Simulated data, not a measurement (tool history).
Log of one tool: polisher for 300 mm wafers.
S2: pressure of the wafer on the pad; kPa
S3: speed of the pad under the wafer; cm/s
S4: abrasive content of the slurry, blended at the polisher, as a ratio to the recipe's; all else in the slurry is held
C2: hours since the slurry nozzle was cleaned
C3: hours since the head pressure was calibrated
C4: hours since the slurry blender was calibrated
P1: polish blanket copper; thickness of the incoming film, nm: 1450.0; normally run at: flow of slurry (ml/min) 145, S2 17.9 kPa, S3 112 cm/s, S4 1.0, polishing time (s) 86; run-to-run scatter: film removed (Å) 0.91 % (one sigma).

run 1 hour=3.9 | flow_of_slurry_(ml/min)=145 S2=17.9 S3=112 S4=1.0 polishing_time_(s)=86 | wafers_polished_on_this_pad=180 C2=129.8 C3=180.3 C4=277.6 | film_removed_(Å)=2373.0
run 2 hour=8.5 | flow_of_slurry_(ml/min)=145 S2=26.2 S3=112 S4=1.0 polishing_time_(s)=86 | wafers_polished_on_this_pad=219 C2=134.4 C3=184.9 C4=282.2 | film_removed_(Å)=3407.9
run 3 hour=11.7 | flow_of_slurry_(ml/min)=145 S2=17.9 S3=112 S4=1.0 polishing_time_(s)=116 | wafers_polished_on_this_pad=247 C2=137.6 C3=188.1 C4=285.4 | film_removed_(Å)=3122.2
run 4 hour=15.8 | flow_of_slurry_(ml/min)=145 S2=17.9 S3=112 S4=1.5 polishing_time_(s)=86 | wafers_polished_on_this_pad=282 C2=141.7 C3=192.2 C4=289.5 | film_removed_(Å)=2601.5
run 5 hour=22.8 | flow_of_slurry_(ml/min)=145 S2=17.9 S3=112 S4=1.0 polishing_time_(s)=86 | wafers_polished_on_this_pad=343 C2=148.7 C3=199.2 C4=296.5 | film_removed_(Å)=2359.2
run 6 hour=26.2 | flow_of_slurry_(ml/min)=145 S2=17.9 S3=112 S4=1.0 polishing_time_(s)=48 | wafers_polished_on_this_pad=372 C2=152.1 C3=202.6 C4=299.9 | film_removed_(Å)=1317.1
run 7 hour=33.4 | flow_of_slurry_(ml/min)=145 S2=17.9 S3=112 S4=1.3 polishing_time_(s)=112 | wafers_polished_on_this_pad=434 C2=159.3 C3=209.8 C4=307.1 | film_removed_(Å)=3227.8
run 8 hour=37.8 | flow_of_slurry_(ml/min)=145 S2=17.9 S3=112 S4=1.0 polishing_time_(s)=86 | wafers_polished_on_this_pad=472 C2=163.7 C3=214.2 C4=311.5 | film_removed_(Å)=2397.4
run 9 hour=43.3 | flow_of_slurry_(ml/min)=185 S2=17.9 S3=112 S4=1.0 polishing_time_(s)=86 | wafers_polished_on_this_pad=519 C2=169.2 C3=219.7 C4=317.0 | film_removed_(Å)=2422.5
run 10 hour=50.2 | flow_of_slurry_(ml/min)=145 S2=9.7 S3=112 S4=1.0 polishing_time_(s)=86 | wafers_polished_on_this_pad=579 C2=176.1 C3=226.6 C4=323.9 | film_removed_(Å)=1271.8
run 11 hour=55.4 | flow_of_slurry_(ml/min)=145 S2=17.9 S3=76 S4=1.0 polishing_time_(s)=86 | wafers_polished_on_this_pad=624 C2=181.3 C3=231.8 C4=329.1 | film_removed_(Å)=1593.2
run 12 hour=60.3 | flow_of_slurry_(ml/min)=145 S2=17.9 S3=112 S4=0.7 polishing_time_(s)=86 | wafers_polished_on_this_pad=666 C2=186.2 C3=236.7 C4=334.0 | film_removed_(Å)=2157.7
run 13 hour=67.2 | flow_of_slurry_(ml/min)=145 S2=17.9 S3=112 S4=1.0 polishing_time_(s)=86 | wafers_polished_on_this_pad=725 C2=193.1 C3=243.6 C4=340.9 | film_removed_(Å)=2356.3
run 14 hour=72.6 | flow_of_slurry_(ml/min)=90 S2=17.9 S3=112 S4=1.0 polishing_time_(s)=86 | wafers_polished_on_this_pad=772 C2=198.5 C3=249.0 C4=346.3 | film_removed_(Å)=2106.3
-- hour=74.6 slurry blender recalibrated
run 15 hour=79.8 | flow_of_slurry_(ml/min)=145 S2=17.9 S3=178 S4=1.0 polishing_time_(s)=86 | wafers_polished_on_this_pad=834 C2=205.7 C3=256.2 C4=5.2 | film_removed_(Å)=3703.0
run 16 hour=86.9 | flow_of_slurry_(ml/min)=145 S2=17.9 S3=112 S4=1.0 polishing_time_(s)=86 | wafers_polished_on_this_pad=895 C2=212.8 C3=263.3 C4=12.3 | film_removed_(Å)=2335.5
run 17 hour=91.8 | flow_of_slurry_(ml/min)=145 S2=17.9 S3=112 S4=1.0 polishing_time_(s)=86 | wafers_polished_on_this_pad=938 C2=217.7 C3=268.2 C4=17.2 | film_removed_(Å)=2301.7
run 18 hour=96.0 | flow_of_slurry_(ml/min)=145 S2=17.9 S3=112 S4=1.0 polishing_time_(s)=86 | wafers_polished_on_this_pad=974 C2=221.9 C3=272.4 C4=21.4 | film_removed_(Å)=2274.9
run 19 hour=100.6 | flow_of_slurry_(ml/min)=145 S2=17.9 S3=112 S4=1.0 polishing_time_(s)=86 | wafers_polished_on_this_pad=1013 C2=226.5 C3=277.0 C4=26.0 | film_removed_(Å)=2226.3
run 20 hour=104.9 | flow_of_slurry_(ml/min)=145 S2=17.9 S3=112 S4=1.0 polishing_time_(s)=86 | wafers_polished_on_this_pad=1050 C2=230.8 C3=281.3 C4=30.3 | film_removed_(Å)=2181.5
run 21 hour=108.4 | flow_of_slurry_(ml/min)=145 S2=17.9 S3=112 S4=1.0 polishing_time_(s)=86 | wafers_polished_on_this_pad=1081 C2=234.3 C3=284.8 C4=33.8 | film_removed_(Å)=2185.2
-- hour=108.6 worn pad replaced by a new one
run 22 hour=113.2 | flow_of_slurry_(ml/min)=145 S2=17.9 S3=112 S4=1.0 polishing_time_(s)=86 | wafers_polished_on_this_pad=40 C2=239.1 C3=289.6 C4=38.6 | film_removed_(Å)=2115.1
-- hour=115.2 slurry blender recalibrated
run 23 hour=118.6 | flow_of_slurry_(ml/min)=145 S2=17.9 S3=112 S4=1.0 polishing_time_(s)=86 | wafers_polished_on_this_pad=86 C2=244.5 C3=295.0 C4=3.4 | film_removed_(Å)=2149.4
run 24 hour=122.4 | flow_of_slurry_(ml/min)=145 S2=17.9 S3=112 S4=1.0 polishing_time_(s)=86 | wafers_polished_on_this_pad=119 C2=248.3 C3=298.8 C4=7.2 | film_removed_(Å)=2160.9
run 25 hour=126.6 | flow_of_slurry_(ml/min)=145 S2=17.9 S3=112 S4=1.0 polishing_time_(s)=86 | wafers_polished_on_this_pad=155 C2=252.5 C3=303.0 C4=11.4 | film_removed_(Å)=2129.1
run 26 hour=133.5 | flow_of_slurry_(ml/min)=145 S2=17.9 S3=112 S4=1.0 polishing_time_(s)=86 | wafers_polished_on_this_pad=215 C2=259.4 C3=309.9 C4=18.3 | film_removed_(Å)=2099.0

What P1 gives has crept away from where it was. These 2 causes fit the log equally well, each at the size given:
A: head's pressure below its setpoint, % = 9.47
B: slurry flow missing at the pad, % = 36.4
The creep began at about hour 86.9.
Why every other cause is out:
removal rate lost through wear of the pad, %: serviced at hour 108.6, which brought nothing back
abrasive missing from the slurry, %: serviced at hour 115.2, which brought nothing back

4 check runs are offered, each on 3 wafers whose results are averaged, their results left as question marks. Which one tells the causes apart?
run check 1 hour=140.4 | flow_of_slurry_(ml/min)=145 S2=17.9 S3=154 S4=1.30 polishing_time_(s)=86 | film_removed_(Å)=?
run check 2 hour=140.4 | flow_of_slurry_(ml/min)=95 S2=17.9 S3=112 S4=1.45 polishing_time_(s)=86 | film_removed_(Å)=?
run check 3 hour=140.4 | flow_of_slurry_(ml/min)=145 S2=22.8 S3=176 S4=1.00 polishing_time_(s)=86 | film_removed_(Å)=?
run check 4 hour=140.4 | flow_of_slurry_(ml/min)=145 S2=24.8 S3=112 S4=1.30 polishing_time_(s)=86 | film_removed_(Å)=?

What each check would give under each cause:
check=check_1 result=film_removed_(Å) if_A=3096.6 if_B=3096.1
check=check_2 result=film_removed_(Å) if_A=2105.0 if_B=2013.3
check=check_3 result=film_removed_(Å) if_A=4242.5 if_B=4241.8
check=check_4 result=film_removed_(Å) if_A=3118.2 if_B=3117.8
How far apart the two closest causes lie, in the result that separates them most: check 1 0.01 %; check 2 4.45 %; check 3 0.01 %; check 4 0.01 %
Only check 2 tells the causes apart: in the others they would give nearly the same result.

Then check 2 was run and gave: film removed (Å) 2000.9. Which cause is it?

It is B: slurry flow missing at the pad, %.
